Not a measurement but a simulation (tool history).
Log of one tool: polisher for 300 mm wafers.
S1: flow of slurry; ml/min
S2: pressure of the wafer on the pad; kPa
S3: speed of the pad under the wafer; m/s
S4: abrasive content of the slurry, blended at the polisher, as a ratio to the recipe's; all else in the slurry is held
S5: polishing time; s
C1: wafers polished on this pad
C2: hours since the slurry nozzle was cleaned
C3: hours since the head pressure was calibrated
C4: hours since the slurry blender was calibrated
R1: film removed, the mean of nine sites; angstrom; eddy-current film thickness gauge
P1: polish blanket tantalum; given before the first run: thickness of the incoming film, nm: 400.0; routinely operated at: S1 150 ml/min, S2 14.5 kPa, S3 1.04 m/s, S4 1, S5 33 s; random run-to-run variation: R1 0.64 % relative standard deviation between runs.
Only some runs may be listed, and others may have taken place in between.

run,day,S1,S2,S3,S4,S5,C1,C2,C3,C4,R1
1,0.579,150,14.5,1.04,1,33,608,161.2,795.6,253.8,563.56
2,0.933,150,10.3,1.04,1.45,33,745,169.7,804.1,262.3,447.65
3,1.362,150,14.5,1.04,1,49,910,180,814.4,272.6,848.05
4,1.975,150,10.3,0.52,1,33,1146,194.7,829.1,287.3,205.65
5,2.488,150,14.5,1.04,0.55,33,1344,207,841.4,299.6,461.33
6,2.804,215,14.5,1.56,1,33,1466,214.6,849,307.2,894.21
7,3.367,150,14.5,1.04,1.4,33,1682,228.1,862.5,320.7,611.16
8,3.729,150,14.5,1.04,1,33,1822,236.8,871.2,329.4,563.7
9,4.354,220,14.5,1.04,1,33,2063,251.8,886.2,344.4,597.93
10,4.858,150,14.5,1.04,1,33,2257,263.9,898.3,356.5,565.45
11,5.296,150,14.5,1.04,1,33,2426,274.4,908.8,367,564.85
12,5.783,150,22.1,1.04,1,33,2613,286.1,920.5,378.7,865.65
13,6.096,150,14.5,1.04,1,15,2734,293.6,928,386.2,258.56
14,6.512,150,14.5,1.44,1,33,2894,303.6,938,396.2,791.52
15,7.138,150,14.5,1.04,1,33,3135,318.6,953,411.2,574.87
16,7.533,90,14.5,1.04,1,33,3288,328.1,962.5,420.7,506.57
17,8.067,150,11,1.04,1,33,3493,340.9,975.3,433.5,429.97
18,8.621,150,14.5,0.46,1,33,3707,354.2,988.6,446.8,249.69
19,8.983,150,14.5,1.04,1,33,3846,362.9,997.3,455.5,571.1
20,9.329,150,14.5,1.04,1,33,3980,371.2,1005.6,463.8,546.5
21,9.788,150,14.5,1.04,1,33,4156,382.2,1016.6,474.8,533.69
22,10.188,150,14.5,1.04,1,33,4310,391.8,1026.2,484.4,527.26
# day 10.388: head pressure recalibrated
23,10.592,150,14.5,1.04,1,33,4466,401.5,4.9,494.1,521.24
24,10.971,150,14.5,1.04,1,33,4612,410.6,14,503.2,527.22
# day 11.192: slurry nozzle cleaned
25,11.558,150,14.5,1.04,1,33,4839,8.9,28.1,517.3,524.27
26,12.158,150,14.5,1.04,1,33,5070,23.3,42.5,531.7,520.37

The output of P1 has drifted from where it used to be. Each of the 2 causes below, taken at the size shown beside it, accounts for the log equally well:
A: abrasive missing from the slurry, % = 23.6
B: removal rate lost through wear of the pad, % = 8.12
Onset of the creep was near day 8.983.
Other possible causes, and why each is ruled out:
slurry flow missing at the pad, %: work on it at day 11.192, done after the drift set in, did not restore what the process gave before
head's pressure below its setpoint, %: work on it at day 10.388, done after the drift set in, did not restore what the process gave before

Which of the 4 check runs listed below, each an average over 3 wafers with its results shown as question marks, gives clearly different results under the different listed causes?
check 1,12.758,195,11.7,1.04,1,33,,,,,?
check 2,12.758,150,14.5,1.04,1,18,,,,,?
check 3,12.758,220,14.5,1.04,1,15,,,,,?
check 4,12.758,150,17.9,1.04,0.65,33,,,,,?

Expected result of each check under each candidate cause:
check,result,if A,if B
check 1,R1,438.88,438.83
check 2,R1,283.97,283.93
check 3,R1,250.29,250.27
check 4,R1,543.91,558.55
Gap, in per cent, between the two causes that each check separates least, read from the result that separates them most: check 1 0.01 %; check 2 0.01 %; check 3 0.01 %; check 4 2.66 %
Only in check 4 would the causes give clearly different results; in the remaining checks their results would be nearly the same.

Check 4 has now been run. It gave: R1 546.95 angstrom. Which of the candidate causes is it?

A is the cause: abrasive missing from the slurry, %.

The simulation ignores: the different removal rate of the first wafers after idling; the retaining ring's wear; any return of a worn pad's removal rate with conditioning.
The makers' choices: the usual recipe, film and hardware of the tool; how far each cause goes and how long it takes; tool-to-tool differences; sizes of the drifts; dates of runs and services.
